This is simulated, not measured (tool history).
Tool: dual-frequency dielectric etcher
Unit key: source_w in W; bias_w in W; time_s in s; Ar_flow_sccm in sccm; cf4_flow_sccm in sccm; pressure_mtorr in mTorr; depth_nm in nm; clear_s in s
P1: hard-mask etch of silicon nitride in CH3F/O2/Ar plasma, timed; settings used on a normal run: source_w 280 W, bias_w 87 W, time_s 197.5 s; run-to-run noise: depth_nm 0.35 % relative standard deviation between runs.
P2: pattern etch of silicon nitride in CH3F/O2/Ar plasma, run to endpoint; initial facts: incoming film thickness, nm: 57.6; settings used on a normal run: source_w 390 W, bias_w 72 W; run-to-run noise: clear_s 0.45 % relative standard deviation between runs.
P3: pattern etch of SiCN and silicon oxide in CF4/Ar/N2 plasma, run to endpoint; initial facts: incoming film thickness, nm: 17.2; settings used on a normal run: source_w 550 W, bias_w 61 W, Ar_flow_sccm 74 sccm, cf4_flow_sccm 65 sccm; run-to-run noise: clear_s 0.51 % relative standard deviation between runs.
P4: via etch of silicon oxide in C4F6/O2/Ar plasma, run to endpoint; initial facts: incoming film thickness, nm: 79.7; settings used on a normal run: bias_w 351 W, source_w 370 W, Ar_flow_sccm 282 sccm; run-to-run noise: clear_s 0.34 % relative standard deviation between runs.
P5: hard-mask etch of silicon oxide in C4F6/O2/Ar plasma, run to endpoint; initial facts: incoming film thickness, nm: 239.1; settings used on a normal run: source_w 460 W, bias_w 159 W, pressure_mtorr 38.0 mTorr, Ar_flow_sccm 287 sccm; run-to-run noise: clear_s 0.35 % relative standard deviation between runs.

{"run": 1, "hour": 8.3, "process": "P1", "source_w": 280, "bias_w": 87, "time_s": 197.5, "depth_nm": 131.41}
{"run": 2, "hour": 15.8, "process": "P3", "source_w": 550, "bias_w": 61, "Ar_flow_sccm": 74, "cf4_flow_sccm": 65, "clear_s": 17.256}
{"run": 3, "hour": 23.8, "process": "P5", "source_w": 310, "bias_w": 159, "Ar_flow_sccm": 287, "pressure_mtorr": 38.0, "clear_s": 88.734}
{"run": 4, "hour": 29.0, "process": "P2", "source_w": 390, "bias_w": 72, "clear_s": 84.312}
{"hour": 36.3, "done": "wet clean of the chamber"}
{"run": 5, "hour": 36.4, "process": "P1", "source_w": 280, "bias_w": 87, "time_s": 197.5, "depth_nm": 131.53}
{"run": 6, "hour": 42.0, "process": "P1", "source_w": 280, "bias_w": 87, "time_s": 197.5, "depth_nm": 131.54}
{"run": 7, "hour": 50.0, "process": "P5", "source_w": 460, "bias_w": 159, "Ar_flow_sccm": 287, "pressure_mtorr": 51.5, "clear_s": 78.777}
{"run": 8, "hour": 59.2, "process": "P1", "source_w": 370, "bias_w": 87, "time_s": 197.5, "depth_nm": 145.63}
{"run": 9, "hour": 64.7, "process": "P1", "source_w": 280, "bias_w": 87, "time_s": 197.5, "depth_nm": 130.61}
{"run": 10, "hour": 74.5, "process": "P4", "source_w": 370, "bias_w": 351, "Ar_flow_sccm": 215, "clear_s": 19.419}
{"run": 11, "hour": 82.5, "process": "P4", "source_w": 370, "bias_w": 430, "Ar_flow_sccm": 282, "clear_s": 18.579}
{"run": 12, "hour": 87.8, "process": "P5", "source_w": 460, "bias_w": 159, "Ar_flow_sccm": 287, "pressure_mtorr": 38.0, "clear_s": 75.958}
{"run": 13, "hour": 94.4, "process": "P2", "source_w": 510, "bias_w": 72, "clear_s": 76.977}
{"run": 14, "hour": 100.3, "process": "P3", "source_w": 550, "bias_w": 61, "Ar_flow_sccm": 74, "cf4_flow_sccm": 44, "clear_s": 18.233}
{"run": 15, "hour": 109.0, "process": "P1", "source_w": 280, "bias_w": 58, "time_s": 197.5, "depth_nm": 113.99}
{"run": 16, "hour": 117.6, "process": "P3", "source_w": 410, "bias_w": 61, "Ar_flow_sccm": 74, "cf4_flow_sccm": 65, "clear_s": 22.38}
{"run": 17, "hour": 124.9, "process": "P1", "source_w": 280, "bias_w": 54, "time_s": 112.0, "depth_nm": 62.862}
{"run": 18, "hour": 131.6, "process": "P4", "source_w": 370, "bias_w": 351, "Ar_flow_sccm": 282, "clear_s": 20.053}
{"run": 19, "hour": 136.9, "process": "P1", "source_w": 280, "bias_w": 87, "time_s": 146.5, "depth_nm": 97.316}
{"hour": 138.6, "done": "bias power generator calibrated"}
{"run": 20, "hour": 147.3, "process": "P5", "source_w": 460, "bias_w": 118, "Ar_flow_sccm": 287, "pressure_mtorr": 38.0, "clear_s": 83.145}
{"run": 21, "hour": 157.8, "process": "P1", "source_w": 280, "bias_w": 87, "time_s": 197.5, "depth_nm": 131.48}
{"run": 22, "hour": 167.2, "process": "P3", "source_w": 550, "bias_w": 61, "Ar_flow_sccm": 90, "cf4_flow_sccm": 65, "clear_s": 17.735}
{"run": 23, "hour": 177.0, "process": "P2", "source_w": 390, "bias_w": 72, "clear_s": 84.759}
{"run": 24, "hour": 182.5, "process": "P5", "source_w": 460, "bias_w": 159, "Ar_flow_sccm": 360, "pressure_mtorr": 38.0, "clear_s": 78.213}
{"run": 25, "hour": 189.6, "process": "P1", "source_w": 230, "bias_w": 87, "time_s": 197.5, "depth_nm": 121.02}
{"run": 26, "hour": 199.1, "process": "P2", "source_w": 390, "bias_w": 92, "clear_s": 76.945}
{"run": 27, "hour": 207.0, "process": "P1", "source_w": 280, "bias_w": 87, "time_s": 197.5, "depth_nm": 130.95}
{"run": 28, "hour": 216.0, "process": "P1", "source_w": 280, "bias_w": 87, "time_s": 240.5, "depth_nm": 159.77}
{"run": 29, "hour": 225.7, "process": "P4", "source_w": 260, "bias_w": 351, "Ar_flow_sccm": 282, "clear_s": 22.8}
{"run": 30, "hour": 235.3, "process": "P1", "source_w": 280, "bias_w": 109, "time_s": 197.5, "depth_nm": 142.69}
{"run": 31, "hour": 246.0, "process": "P3", "source_w": 550, "bias_w": 49, "Ar_flow_sccm": 74, "cf4_flow_sccm": 65, "clear_s": 18.413}
{"run": 32, "hour": 253.7, "process": "P1", "source_w": 280, "bias_w": 87, "time_s": 197.5, "depth_nm": 131.19}
{"run": 33, "hour": 259.2, "process": "P1", "source_w": 280, "bias_w": 87, "time_s": 197.5, "depth_nm": 129.89}
{"run": 34, "hour": 267.9, "process": "P1", "source_w": 280, "bias_w": 87, "time_s": 197.5, "depth_nm": 129.9}
{"run": 35, "hour": 273.8, "process": "P1", "source_w": 280, "bias_w": 87, "time_s": 197.5, "depth_nm": 129.53}
{"run": 36, "hour": 280.9, "process": "P1", "source_w": 280, "bias_w": 87, "time_s": 197.5, "depth_nm": 128.86}
{"run": 37, "hour": 291.1, "process": "P1", "source_w": 280, "bias_w": 87, "time_s": 197.5, "depth_nm": 128.88}
{"hour": 295.7, "done": "wet clean of the chamber"}
{"run": 38, "hour": 297.5, "process": "P1", "source_w": 280, "bias_w": 87, "time_s": 197.5, "depth_nm": 128.53}
{"run": 39, "hour": 307.2, "process": "P1", "source_w": 280, "bias_w": 87, "time_s": 197.5, "depth_nm": 127.92}
{"run": 40, "hour": 313.4, "process": "P1", "source_w": 280, "bias_w": 87, "time_s": 197.5, "depth_nm": 128.26}

Something has made what P1 gives creep away from where it was; the 2 causes below, each at its own stated size, fit the log equally well:
A: bias power that arrives under what is set, % = 4.64
B: source power that arrives under what is set, % = 4.55
The process output started creeping at around hour 253.7.
Every other cause this tool's parts could produce, and why it does not fit the log:
chamber walls in a state that lowers the etch rate, %: work on it at hour 295.7, done after the drift set in, did not restore what the process gave before

The list below offers 4 check runs, each averaging the results of 2 wafers, and shows each result as a question mark. For which of them would the listed causes give clearly different results?
{"run": "check 1", "hour": 319.6, "process": "P3", "source_w": 550, "bias_w": 61, "Ar_flow_sccm": 74, "cf4_flow_sccm": 65, "clear_s": "?"}
{"run": "check 2", "hour": 319.6, "process": "P5", "source_w": 460, "bias_w": 159, "Ar_flow_sccm": 287, "pressure_mtorr": 38.0, "clear_s": "?"}
{"run": "check 3", "hour": 319.6, "process": "P2", "source_w": 390, "bias_w": 72, "clear_s": "?"}
{"run": "check 4", "hour": 319.6, "process": "P4", "source_w": 370, "bias_w": 351, "Ar_flow_sccm": 282, "clear_s": "?"}

How each check would come out, cause by cause:
check=check_1 result=clear_s if_A=17.499 if_B=17.977
check=check_2 result=clear_s if_A=77.104 if_B=77.411
check=check_3 result=clear_s if_A=85.817 if_B=85.939
check=check_4 result=clear_s if_A=20.367 if_B=20.380
Per check, the gap between the least separated pair of causes, taken in the result that splits them most: check 1 2.7 %; check 2 0.4 %; check 3 0.14 %; check 4 0.06 %
Check 1 distinguishes between the causes, while the remaining checks would return nearly the same result for all of them.

The results of check 1 are: clear_s 17.475 s. Based on these, which of the listed causes is it?

It was cause A: bias power that arrives under what is set, %.

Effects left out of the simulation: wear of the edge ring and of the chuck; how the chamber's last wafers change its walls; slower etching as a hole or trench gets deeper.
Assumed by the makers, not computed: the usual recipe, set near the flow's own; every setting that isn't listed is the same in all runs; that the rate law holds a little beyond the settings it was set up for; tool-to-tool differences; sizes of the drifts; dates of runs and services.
